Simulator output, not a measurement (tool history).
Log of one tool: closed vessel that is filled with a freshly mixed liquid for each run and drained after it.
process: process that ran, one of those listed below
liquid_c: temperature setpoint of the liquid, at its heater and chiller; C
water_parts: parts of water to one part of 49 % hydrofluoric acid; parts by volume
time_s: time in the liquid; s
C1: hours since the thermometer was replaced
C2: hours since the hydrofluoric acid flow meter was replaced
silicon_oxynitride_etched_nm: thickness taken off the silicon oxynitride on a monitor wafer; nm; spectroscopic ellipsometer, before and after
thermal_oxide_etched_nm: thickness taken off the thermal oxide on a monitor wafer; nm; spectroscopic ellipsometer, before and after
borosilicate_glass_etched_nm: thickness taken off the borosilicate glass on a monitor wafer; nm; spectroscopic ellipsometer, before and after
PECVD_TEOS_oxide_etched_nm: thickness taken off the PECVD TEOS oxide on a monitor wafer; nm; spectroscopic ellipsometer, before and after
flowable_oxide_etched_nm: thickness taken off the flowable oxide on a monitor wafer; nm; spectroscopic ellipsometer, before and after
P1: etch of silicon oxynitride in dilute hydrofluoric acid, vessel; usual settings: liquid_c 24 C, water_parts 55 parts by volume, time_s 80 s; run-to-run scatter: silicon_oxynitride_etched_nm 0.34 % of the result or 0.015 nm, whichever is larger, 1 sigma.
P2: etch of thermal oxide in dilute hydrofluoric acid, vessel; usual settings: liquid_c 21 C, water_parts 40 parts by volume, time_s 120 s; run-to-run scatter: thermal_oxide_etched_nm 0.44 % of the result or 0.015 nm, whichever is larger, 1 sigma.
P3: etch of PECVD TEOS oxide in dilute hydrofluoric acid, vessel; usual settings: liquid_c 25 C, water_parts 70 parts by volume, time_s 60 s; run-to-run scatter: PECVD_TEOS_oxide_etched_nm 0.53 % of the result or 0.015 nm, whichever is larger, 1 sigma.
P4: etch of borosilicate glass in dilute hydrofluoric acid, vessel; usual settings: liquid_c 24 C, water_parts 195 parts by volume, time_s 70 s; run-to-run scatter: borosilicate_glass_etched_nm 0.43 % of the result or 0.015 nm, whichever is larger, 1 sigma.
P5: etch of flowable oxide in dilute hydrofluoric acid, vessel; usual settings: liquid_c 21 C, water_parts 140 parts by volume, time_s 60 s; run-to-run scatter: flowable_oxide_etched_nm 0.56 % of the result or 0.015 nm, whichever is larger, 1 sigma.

Run 1, hour 3.1: process P1, liquid_c 24 C, water_parts 55 parts by volume, time_s 80 s; C1 832.9; C2 193.3. Result: silicon_oxynitride_etched_nm 6.3692 nm.
Run 2, hour 6.7: process P2, liquid_c 17 C, water_parts 40 parts by volume, time_s 120 s; C1 836.5; C2 196.9. Result: thermal_oxide_etched_nm 11.049 nm.
Run 3, hour 10.8: process P1, liquid_c 24 C, water_parts 55 parts by volume, time_s 80 s; C1 840.6; C2 201. Result: silicon_oxynitride_etched_nm 6.3883 nm.
Run 4, hour 14.8: process P4, liquid_c 24 C, water_parts 195 parts by volume, time_s 35 s; C1 844.6; C2 205. Result: borosilicate_glass_etched_nm 4.9003 nm.
Run 5, hour 18.4: process P2, liquid_c 21 C, water_parts 40 parts by volume, time_s 30 s; C1 848.2; C2 208.6. Result: thermal_oxide_etched_nm 3.2912 nm.
Run 6, hour 20.5: process P1, liquid_c 24 C, water_parts 55 parts by volume, time_s 80 s; C1 850.3; C2 210.7. Result: silicon_oxynitride_etched_nm 6.4047 nm.
Run 7, hour 24.5: process P3, liquid_c 25 C, water_parts 70 parts by volume, time_s 60 s; C1 854.3; C2 214.7. Result: PECVD_TEOS_oxide_etched_nm 20.173 nm.
Run 8, hour 27.4: process P3, liquid_c 17 C, water_parts 70 parts by volume, time_s 60 s; C1 857.2; C2 217.6. Result: PECVD_TEOS_oxide_etched_nm 14.313 nm.
At hour 29.8: thermometer replaced.
Run 9, hour 31.2: process P5, liquid_c 17 C, water_parts 140 parts by volume, time_s 60 s; C1 1.4; C2 221.4. Result: flowable_oxide_etched_nm 13.276 nm.
Run 10, hour 33.8: process P5, liquid_c 21 C, water_parts 140 parts by volume, time_s 60 s; C1 4; C2 224. Result: flowable_oxide_etched_nm 15.624 nm.
Run 11, hour 36.3: process P3, liquid_c 25 C, water_parts 30 parts by volume, time_s 60 s; C1 6.5; C2 226.5. Result: PECVD_TEOS_oxide_etched_nm 49.502 nm.
Run 12, hour 39.6: process P3, liquid_c 25 C, water_parts 70 parts by volume, time_s 30 s; C1 9.8; C2 229.8. Result: PECVD_TEOS_oxide_etched_nm 10.023 nm.
Run 13, hour 42.6: process P1, liquid_c 24 C, water_parts 55 parts by volume, time_s 30 s; C1 12.8; C2 232.8. Result: silicon_oxynitride_etched_nm 2.4062 nm.
Run 14, hour 46.7: process P3, liquid_c 25 C, water_parts 70 parts by volume, time_s 60 s; C1 16.9; C2 236.9. Result: PECVD_TEOS_oxide_etched_nm 20.029 nm.
Run 15, hour 49.8: process P1, liquid_c 24 C, water_parts 55 parts by volume, time_s 80 s; C1 20; C2 240. Result: silicon_oxynitride_etched_nm 6.411 nm.
Run 16, hour 53.8: process P1, liquid_c 24 C, water_parts 20 parts by volume, time_s 80 s; C1 24; C2 244. Result: silicon_oxynitride_etched_nm 18.136 nm.
Run 17, hour 55.8: process P4, liquid_c 17 C, water_parts 195 parts by volume, time_s 70 s; C1 26; C2 246. Result: borosilicate_glass_etched_nm 7.5833 nm.
Run 18, hour 58: process P4, liquid_c 24 C, water_parts 195 parts by volume, time_s 70 s; C1 28.2; C2 248.2. Result: borosilicate_glass_etched_nm 9.8718 nm.
Run 19, hour 61.9: process P5, liquid_c 21 C, water_parts 140 parts by volume, time_s 60 s; C1 32.1; C2 252.1. Result: flowable_oxide_etched_nm 15.514 nm.
Run 20, hour 65.1: process P2, liquid_c 21 C, water_parts 40 parts by volume, time_s 120 s; C1 35.3; C2 255.3. Result: thermal_oxide_etched_nm 13.096 nm.
Run 21, hour 68.3: process P1, liquid_c 17 C, water_parts 55 parts by volume, time_s 80 s; C1 38.5; C2 258.5. Result: silicon_oxynitride_etched_nm 4.507 nm.
Run 22, hour 71.2: process P5, liquid_c 21 C, water_parts 140 parts by volume, time_s 30 s; C1 41.4; C2 261.4. Result: flowable_oxide_etched_nm 7.8047 nm.
Run 23, hour 75.5: process P1, liquid_c 31.5 C, water_parts 55 parts by volume, time_s 135 s; C1 45.7; C2 265.7. Result: silicon_oxynitride_etched_nm 15.358 nm.
Run 24, hour 80: process P1, liquid_c 24 C, water_parts 90 parts by volume, time_s 80 s; C1 50.2; C2 270.2. Result: silicon_oxynitride_etched_nm 3.8045 nm.
Run 25, hour 83.1: process P4, liquid_c 24 C, water_parts 285 parts by volume, time_s 70 s; C1 53.3; C2 273.3. Result: borosilicate_glass_etched_nm 6.1973 nm.
Run 26, hour 87.5: process P2, liquid_c 21 C, water_parts 20 parts by volume, time_s 120 s; C1 57.7; C2 277.7. Result: thermal_oxide_etched_nm 26.837 nm.
Run 27, hour 90.9: process P5, liquid_c 21 C, water_parts 25 parts by volume, time_s 60 s; C1 61.1; C2 281.1. Result: flowable_oxide_etched_nm 100.25 nm.
Run 28, hour 94.5: process P1, liquid_c 24 C, water_parts 55 parts by volume, time_s 80 s; C1 64.7; C2 284.7. Result: silicon_oxynitride_etched_nm 6.4112 nm.
Run 29, hour 98.2: process P1, liquid_c 24 C, water_parts 55 parts by volume, time_s 80 s; C1 68.4; C2 288.4. Result: silicon_oxynitride_etched_nm 6.3782 nm.
Run 30, hour 100.4: process P1, liquid_c 24 C, water_parts 55 parts by volume, time_s 125 s; C1 70.6; C2 290.6. Result: silicon_oxynitride_etched_nm 9.9148 nm.
Run 31, hour 103: process P1, liquid_c 31.5 C, water_parts 55 parts by volume, time_s 80 s; C1 73.2; C2 293.2. Result: silicon_oxynitride_etched_nm 9.1237 nm.
Run 32, hour 107: process P1, liquid_c 24 C, water_parts 55 parts by volume, time_s 80 s; C1 77.2; C2 297.2. Result: silicon_oxynitride_etched_nm 6.3465 nm.
Run 33, hour 110.6: process P1, liquid_c 24 C, water_parts 55 parts by volume, time_s 80 s; C1 80.8; C2 300.8. Result: silicon_oxynitride_etched_nm 6.0975 nm.
Run 34, hour 114.7: process P1, liquid_c 24 C, water_parts 55 parts by volume, time_s 80 s; C1 84.9; C2 304.9. Result: silicon_oxynitride_etched_nm 5.9072 nm.
Run 35, hour 118.1: process P1, liquid_c 24 C, water_parts 55 parts by volume, time_s 80 s; C1 88.3; C2 308.3. Result: silicon_oxynitride_etched_nm 5.8065 nm.
Run 36, hour 120.3: process P1, liquid_c 24 C, water_parts 55 parts by volume, time_s 80 s; C1 90.5; C2 310.5. Result: silicon_oxynitride_etched_nm 5.8416 nm.
Run 37, hour 123.3: process P1, liquid_c 24 C, water_parts 55 parts by volume, time_s 80 s; C1 93.5; C2 313.5. Result: silicon_oxynitride_etched_nm 5.7776 nm.
Run 38, hour 127.4: process P1, liquid_c 24 C, water_parts 55 parts by volume, time_s 80 s; C1 97.6; C2 317.6. Result: silicon_oxynitride_etched_nm 5.7629 nm.

What P1 gives has crept away from where it was. These 2 causes fit the log equally well, each at the size given:
A: liquid colder than its thermometer reads (K) = 2.05
B: hydrofluoric acid flow below the setpoint (%) = 9.11
The creep began at about hour 107.

4 check runs are offered, one wafer each, their results left as question marks. Which one tells the causes apart?
Run check 1, hour 131.5: process P4, liquid_c 20.5 C, water_parts 195 parts by volume, time_s 70 s. Result: borosilicate_glass_etched_nm ?.
Run check 2, hour 131.5: process P5, liquid_c 18 C, water_parts 40 parts by volume, time_s 60 s. Result: flowable_oxide_etched_nm ?.
Run check 3, hour 131.5: process P3, liquid_c 17.5 C, water_parts 40 parts by volume, time_s 60 s. Result: PECVD_TEOS_oxide_etched_nm ?.
Run check 4, hour 131.5: process P2, liquid_c 17 C, water_parts 40 parts by volume, time_s 120 s. Result: thermal_oxide_etched_nm ?.

What each check would give under each cause:
  check                        result    if A    if B
check 1  borosilicate_glass_etched_nm  7.9819  7.7073
check 2      flowable_oxide_etched_nm  49.242  48.733
check 3    PECVD_TEOS_oxide_etched_nm    24.3  24.058
check 4       thermal_oxide_etched_nm  10.081  9.9844
How far apart the two closest causes lie, in the result that separates them most: check 1 3.5 %; check 2 1.04 %; check 3 1 %; check 4 0.96 %
Check 1 tells the causes apart: in the others they would give nearly the same result.

Check 1 was then run and gave: borosilicate_glass_etched_nm 8.0202 nm. Which cause is it?

It is A: liquid colder than its thermometer reads (K).
